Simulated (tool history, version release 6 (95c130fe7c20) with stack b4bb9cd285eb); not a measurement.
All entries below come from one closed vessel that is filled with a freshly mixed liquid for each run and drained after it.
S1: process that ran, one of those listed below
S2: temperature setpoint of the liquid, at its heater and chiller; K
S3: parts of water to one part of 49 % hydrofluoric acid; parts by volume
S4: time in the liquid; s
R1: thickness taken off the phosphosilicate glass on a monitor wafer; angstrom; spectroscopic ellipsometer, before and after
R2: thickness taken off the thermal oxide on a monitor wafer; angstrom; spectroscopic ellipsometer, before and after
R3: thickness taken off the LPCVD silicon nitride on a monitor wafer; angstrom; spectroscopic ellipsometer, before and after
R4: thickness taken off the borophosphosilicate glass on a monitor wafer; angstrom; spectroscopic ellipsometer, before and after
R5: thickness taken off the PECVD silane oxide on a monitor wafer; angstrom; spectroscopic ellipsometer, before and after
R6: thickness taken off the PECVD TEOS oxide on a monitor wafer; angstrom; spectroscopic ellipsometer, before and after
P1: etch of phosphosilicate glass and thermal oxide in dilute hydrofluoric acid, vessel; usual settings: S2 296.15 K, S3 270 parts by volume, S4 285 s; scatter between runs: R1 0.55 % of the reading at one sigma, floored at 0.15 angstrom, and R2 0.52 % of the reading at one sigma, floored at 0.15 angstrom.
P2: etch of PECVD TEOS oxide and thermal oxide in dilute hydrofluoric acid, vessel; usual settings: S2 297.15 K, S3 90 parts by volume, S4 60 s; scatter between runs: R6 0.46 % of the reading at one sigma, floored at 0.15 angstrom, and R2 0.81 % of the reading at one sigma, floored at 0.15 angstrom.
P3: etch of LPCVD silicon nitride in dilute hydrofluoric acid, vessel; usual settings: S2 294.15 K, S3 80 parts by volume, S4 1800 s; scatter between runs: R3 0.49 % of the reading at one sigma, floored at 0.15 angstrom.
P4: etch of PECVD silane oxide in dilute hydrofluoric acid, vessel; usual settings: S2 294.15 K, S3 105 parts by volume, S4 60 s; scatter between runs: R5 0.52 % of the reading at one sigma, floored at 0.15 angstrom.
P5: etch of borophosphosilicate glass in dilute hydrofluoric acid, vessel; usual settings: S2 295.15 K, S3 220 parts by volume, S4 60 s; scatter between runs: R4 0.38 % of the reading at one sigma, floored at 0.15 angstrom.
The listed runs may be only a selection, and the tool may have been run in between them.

run 1 day=0.35 | S1=P1 S2=296.15 S3=270 S4=285 | R1=502.99 R2=39.576
run 2 day=0.562 | S1=P3 S2=294.15 S3=145 S4=1800 | R3=44.486
run 3 day=0.946 | S1=P1 S2=296.15 S3=270 S4=285 | R1=500.92 R2=39.438
run 4 day=1.358 | S1=P1 S2=296.15 S3=270 S4=285 | R1=505.62 R2=39.652
run 5 day=1.762 | S1=P5 S2=295.15 S3=220 S4=115 | R4=253.75
run 6 day=1.971 | S1=P4 S2=294.15 S3=105 S4=30 | R5=128.74
run 7 day=2.254 | S1=P1 S2=296.15 S3=175 S4=45 | R1=134.21 R2=10.85
run 8 day=2.633 | S1=P2 S2=297.15 S3=20 S4=60 | R2=156.68 R6=392.66
run 9 day=2.95 | S1=P4 S2=301.65 S3=105 S4=60 | R5=348.67
run 10 day=3.321 | S1=P1 S2=296.15 S3=270 S4=570 | R1=999.58 R2=78.411
run 11 day=3.617 | S1=P2 S2=301.65 S3=90 S4=60 | R2=38.68 R6=95.73
run 12 day=3.892 | S1=P1 S2=296.15 S3=270 S4=285 | R1=497.6 R2=39.715
run 13 day=4.154 | S1=P1 S2=303.65 S3=270 S4=285 | R1=645.98 R2=50.483
run 14 day=4.417 | S1=P1 S2=296.15 S3=270 S4=80 | R1=140.11 R2=11.069
run 15 day=4.679 | S1=P3 S2=300.65 S3=80 S4=1800 | R3=122.68
run 16 day=4.979 | S1=P4 S2=294.15 S3=105 S4=60 | R5=260.48
run 17 day=5.346 | S1=P1 S2=296.15 S3=395 S4=285 | R1=304.23 R2=24.274
run 18 day=5.762 | S1=P5 S2=295.15 S3=220 S4=60 | R4=133.68
run 19 day=6.083 | S1=P1 S2=296.15 S3=270 S4=285 | R1=499.9 R2=39.073
run 20 day=6.438 | S1=P3 S2=294.15 S3=80 S4=550 | R3=24.533
run 21 day=6.654 | S1=P1 S2=290.15 S3=270 S4=285 | R1=399.36 R2=31.761
run 22 day=6.925 | S1=P5 S2=299.15 S3=220 S4=60 | R4=154.71
run 23 day=7.2 | S1=P1 S2=296.15 S3=80 S4=285 | R1=2066.5 R2=162.21
run 24 day=7.596 | S1=P2 S2=297.15 S3=90 S4=60 | R2=31.896 R6=79.418
run 25 day=7.929 | S1=P4 S2=294.15 S3=35 S4=60 | R5=837.61
run 26 day=8.162 | S1=P5 S2=295.15 S3=315 S4=60 | R4=85.313
run 27 day=8.638 | S1=P2 S2=297.15 S3=90 S4=30 | R2=15.659 R6=40.118
run 28 day=9.042 | S1=P3 S2=294.15 S3=80 S4=1800 | R3=80.201
run 29 day=9.508 | S1=P1 S2=296.15 S3=270 S4=285 | R1=504.19 R2=39.744
run 30 day=9.842 | S1=P1 S2=296.15 S3=270 S4=285 | R1=514.15 R2=40.161
run 31 day=10.254 | S1=P1 S2=296.15 S3=270 S4=285 | R1=521.59 R2=40.345
run 32 day=10.696 | S1=P1 S2=296.15 S3=270 S4=285 | R1=516.09 R2=41.141
run 33 day=11.004 | S1=P1 S2=296.15 S3=270 S4=285 | R1=519.28 R2=41.597
run 34 day=11.292 | S1=P1 S2=296.15 S3=270 S4=285 | R1=526.03 R2=41.643
run 35 day=11.708 | S1=P1 S2=296.15 S3=270 S4=285 | R1=527.31 R2=41.257
run 36 day=12.038 | S1=P1 S2=296.15 S3=270 S4=285 | R1=526 R2=40.981
run 37 day=12.308 | S1=P1 S2=296.15 S3=270 S4=285 | R1=530.88 R2=41.656

Something has made what P1 gives creep away from where it was; the 2 causes below, each at its own stated size, fit the log equally well:
A: liquid hotter than its thermometer reads (K) = 1.41
B: hydrofluoric acid flow above the setpoint (%) = 4.02
The gradual shift began around day 9.508.

Listed below are the offered check runs, one wafer per run, with question marks in place of results. For which of them would the causes give clearly different outcomes?
run check 1 day=12.579 | S1=P3 S2=298.15 S3=80 S4=555 | R3=?
run check 2 day=12.579 | S1=P5 S2=295.15 S3=300 S4=60 | R4=?
run check 3 day=12.579 | S1=P4 S2=300.65 S3=105 S4=35 | R5=?
run check 4 day=12.579 | S1=P2 S2=301.15 S3=90 S4=60 | R2=? R6=?

Expected result of each check under each candidate cause:
check=check_1 result=R3 if_A=35.394 if_B=33.547
check=check_2 result=R4 if_A=95.354 if_B=95.401
check=check_3 result=R5 if_A=205.75 if_B=203.97
check=check_4 result=R2 if_A=39.733 if_B=39.348
check=check_4 result=R6 if_A=98.626 if_B=97.67
Smallest distance between any two causes, each pair judged by its most separating result, in per cent: check 1 5.36 %; check 2 0.05 %; check 3 0.87 %; check 4 0.97 %
Only check 1 tells the causes apart: in the others they would give nearly the same result.

Check 1 was then run and gave: R3 35.966 angstrom. Which cause is it?

It was cause A: liquid hotter than its thermometer reads (K).

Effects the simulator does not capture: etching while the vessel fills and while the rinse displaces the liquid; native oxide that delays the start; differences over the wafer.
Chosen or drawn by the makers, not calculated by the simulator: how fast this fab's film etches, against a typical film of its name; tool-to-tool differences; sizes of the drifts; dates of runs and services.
